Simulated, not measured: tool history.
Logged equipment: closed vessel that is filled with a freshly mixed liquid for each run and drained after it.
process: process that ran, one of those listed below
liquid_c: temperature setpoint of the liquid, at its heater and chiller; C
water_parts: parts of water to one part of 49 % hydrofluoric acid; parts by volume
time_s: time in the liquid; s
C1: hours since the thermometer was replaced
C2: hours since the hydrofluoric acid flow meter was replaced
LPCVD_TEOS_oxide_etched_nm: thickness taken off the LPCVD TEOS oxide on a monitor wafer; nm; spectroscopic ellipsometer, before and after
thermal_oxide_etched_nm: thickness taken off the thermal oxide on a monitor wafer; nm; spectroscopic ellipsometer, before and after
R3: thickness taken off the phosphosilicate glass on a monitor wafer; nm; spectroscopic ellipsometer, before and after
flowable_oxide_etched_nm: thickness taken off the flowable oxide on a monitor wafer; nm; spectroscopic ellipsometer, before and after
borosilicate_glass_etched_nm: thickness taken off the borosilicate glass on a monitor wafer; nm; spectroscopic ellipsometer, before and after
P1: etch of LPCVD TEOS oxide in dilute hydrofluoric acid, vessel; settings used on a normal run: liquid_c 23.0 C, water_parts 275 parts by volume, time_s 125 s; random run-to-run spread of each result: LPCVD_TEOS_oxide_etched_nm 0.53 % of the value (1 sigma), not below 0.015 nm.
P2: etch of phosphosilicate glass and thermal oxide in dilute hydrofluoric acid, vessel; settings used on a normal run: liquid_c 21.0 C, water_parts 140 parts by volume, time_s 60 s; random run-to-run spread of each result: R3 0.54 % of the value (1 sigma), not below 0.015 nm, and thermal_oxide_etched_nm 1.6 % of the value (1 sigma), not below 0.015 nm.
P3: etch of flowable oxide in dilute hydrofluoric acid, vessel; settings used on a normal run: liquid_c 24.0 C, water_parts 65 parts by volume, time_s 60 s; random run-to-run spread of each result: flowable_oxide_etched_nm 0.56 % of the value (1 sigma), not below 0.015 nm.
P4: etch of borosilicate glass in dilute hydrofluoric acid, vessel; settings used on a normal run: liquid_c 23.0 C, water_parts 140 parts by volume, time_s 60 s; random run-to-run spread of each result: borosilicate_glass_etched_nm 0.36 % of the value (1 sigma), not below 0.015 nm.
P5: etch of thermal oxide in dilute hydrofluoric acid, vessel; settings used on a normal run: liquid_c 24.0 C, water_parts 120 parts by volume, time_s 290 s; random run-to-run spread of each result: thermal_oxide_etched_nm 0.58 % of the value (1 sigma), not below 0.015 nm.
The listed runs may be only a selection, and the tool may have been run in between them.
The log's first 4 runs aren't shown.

run 5 hour=27.8 | process=P3 liquid_c=17.5 water_parts=65 time_s=60 | C1=1195.4 C2=521.1 | flowable_oxide_etched_nm=18.365
run 6 hour=33.6 | process=P1 liquid_c=23.0 water_parts=275 time_s=125 | C1=1201.2 C2=526.9 | LPCVD_TEOS_oxide_etched_nm=10.7930
run 7 hour=37.3 | process=P1 liquid_c=17.0 water_parts=275 time_s=125 | C1=1204.9 C2=530.6 | LPCVD_TEOS_oxide_etched_nm=8.7705
run 8 hour=44.8 | process=P3 liquid_c=24.0 water_parts=65 time_s=60 | C1=1212.4 C2=538.1 | flowable_oxide_etched_nm=24.080
run 9 hour=51.8 | process=P1 liquid_c=23.0 water_parts=275 time_s=125 | C1=1219.4 C2=545.1 | LPCVD_TEOS_oxide_etched_nm=10.9520
run 10 hour=57.7 | process=P3 liquid_c=24.0 water_parts=30 time_s=60 | C1=1225.3 C2=551.0 | flowable_oxide_etched_nm=54.623
run 11 hour=61.9 | process=P1 liquid_c=23.0 water_parts=275 time_s=125 | C1=1229.5 C2=555.2 | LPCVD_TEOS_oxide_etched_nm=10.8580
run 12 hour=66.7 | process=P4 liquid_c=23.0 water_parts=140 time_s=60 | C1=1234.3 C2=560.0 | borosilicate_glass_etched_nm=17.1760
run 13 hour=71.8 | process=P1 liquid_c=23.0 water_parts=275 time_s=125 | C1=1239.4 C2=565.1 | LPCVD_TEOS_oxide_etched_nm=10.8530
run 14 hour=75.6 | process=P4 liquid_c=23.0 water_parts=140 time_s=30 | C1=1243.2 C2=568.9 | borosilicate_glass_etched_nm=8.5465
run 15 hour=79.9 | process=P5 liquid_c=24.0 water_parts=220 time_s=290 | C1=1247.5 C2=573.2 | thermal_oxide_etched_nm=5.6040
run 16 hour=84.8 | process=P1 liquid_c=23.0 water_parts=275 time_s=235 | C1=1252.4 C2=578.1 | LPCVD_TEOS_oxide_etched_nm=20.5490
run 17 hour=91.6 | process=P1 liquid_c=23.0 water_parts=275 time_s=70 | C1=1259.2 C2=584.9 | LPCVD_TEOS_oxide_etched_nm=6.1195
run 18 hour=99.7 | process=P4 liquid_c=23.0 water_parts=220 time_s=60 | C1=1267.3 C2=593.0 | borosilicate_glass_etched_nm=10.0620
run 19 hour=106.3 | process=P4 liquid_c=17.0 water_parts=140 time_s=60 | C1=1273.9 C2=599.6 | borosilicate_glass_etched_nm=13.5060
run 20 hour=112.7 | process=P1 liquid_c=30.0 water_parts=275 time_s=125 | C1=1280.3 C2=606.0 | LPCVD_TEOS_oxide_etched_nm=13.8410
run 21 hour=119.8 | process=P5 liquid_c=24.0 water_parts=120 time_s=440 | C1=1287.4 C2=613.1 | thermal_oxide_etched_nm=17.5950
run 22 hour=125.1 | process=P1 liquid_c=23.0 water_parts=460 time_s=125 | C1=1292.7 C2=618.4 | LPCVD_TEOS_oxide_etched_nm=5.4883
run 23 hour=129.1 | process=P1 liquid_c=23.0 water_parts=85 time_s=125 | C1=1296.7 C2=622.4 | LPCVD_TEOS_oxide_etched_nm=43.6390
run 24 hour=137.1 | process=P4 liquid_c=23.0 water_parts=140 time_s=60 | C1=1304.7 C2=630.4 | borosilicate_glass_etched_nm=17.2050
run 25 hour=142.1 | process=P2 liquid_c=21.0 water_parts=205 time_s=60 | C1=1309.7 C2=635.4 | thermal_oxide_etched_nm=1.0881 R3=26.158
run 26 hour=148.5 | process=P3 liquid_c=24.0 water_parts=65 time_s=60 | C1=1316.1 C2=641.8 | flowable_oxide_etched_nm=24.000
run 27 hour=151.9 | process=P3 liquid_c=24.0 water_parts=65 time_s=110 | C1=1319.5 C2=645.2 | flowable_oxide_etched_nm=44.524

What will run 28 give?
run 28 hour=155.8 | process=P1 liquid_c=23.0 water_parts=275 time_s=125 | C1=1323.4 C2=649.1 | LPCVD_TEOS_oxide_etched_nm=?

LPCVD_TEOS_oxide_etched_nm: 10.8770 nm
